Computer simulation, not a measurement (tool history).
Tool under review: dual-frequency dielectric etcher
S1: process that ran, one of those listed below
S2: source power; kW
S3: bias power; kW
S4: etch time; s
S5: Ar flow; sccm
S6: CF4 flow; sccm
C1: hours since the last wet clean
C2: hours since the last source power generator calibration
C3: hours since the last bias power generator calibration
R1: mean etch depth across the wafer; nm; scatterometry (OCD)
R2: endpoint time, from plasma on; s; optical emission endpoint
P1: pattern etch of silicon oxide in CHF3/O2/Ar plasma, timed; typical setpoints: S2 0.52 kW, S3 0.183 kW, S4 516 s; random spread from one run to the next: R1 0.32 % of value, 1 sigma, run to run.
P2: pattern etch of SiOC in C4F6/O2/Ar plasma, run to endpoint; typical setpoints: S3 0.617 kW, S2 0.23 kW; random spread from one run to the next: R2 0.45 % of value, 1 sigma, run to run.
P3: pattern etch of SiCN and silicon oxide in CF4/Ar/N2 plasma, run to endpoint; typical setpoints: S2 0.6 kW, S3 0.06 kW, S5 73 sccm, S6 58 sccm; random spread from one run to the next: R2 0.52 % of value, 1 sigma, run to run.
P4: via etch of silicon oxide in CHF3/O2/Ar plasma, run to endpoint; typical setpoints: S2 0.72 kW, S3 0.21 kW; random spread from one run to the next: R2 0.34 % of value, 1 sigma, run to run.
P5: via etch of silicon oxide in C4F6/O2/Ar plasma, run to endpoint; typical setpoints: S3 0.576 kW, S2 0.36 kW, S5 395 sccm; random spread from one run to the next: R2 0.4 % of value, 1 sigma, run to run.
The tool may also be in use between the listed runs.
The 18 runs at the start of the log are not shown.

run   hour  S1    S2     S3   S4   S5  S6     C1      C2      C3      R1      R2
 19    223  P5  0.36  0.576       282      510.4  1054.5  2143.8          21.019
 20    239  P5  0.36  0.807       395      526.4  1070.5  2159.8          19.186
 21  254.6  P1  0.52  0.183  516             542  1086.1  2175.4  961.98
 22  271.7  P5  0.36  0.576       395      559.1  1103.2  2192.5          22.103
 23  289.2  P2  0.23   0.79                576.6  1120.7    2210           9.844
     298.8  -- wet clean of the chamber
 24  305.2  P3   0.6   0.06        91  58    6.4  1136.7    2226          11.953
 25  314.9  P4  0.72  0.281                 16.1  1146.4  2235.7          225.31
 26  330.6  P1  0.52  0.183  516            31.8  1162.1  2251.4  968.88
 27  339.8  P2  0.23  0.617                   41  1171.3  2260.6          10.869
 28  356.3  P1  0.61  0.183  516            57.5  1187.8  2277.1  1021.6

Run 29 comes next. What will it give?
 29  374.2  P1  0.52  0.183  516          75.4  1205.7  2295   ?

Run 29 yielded R1 967.34 nm.
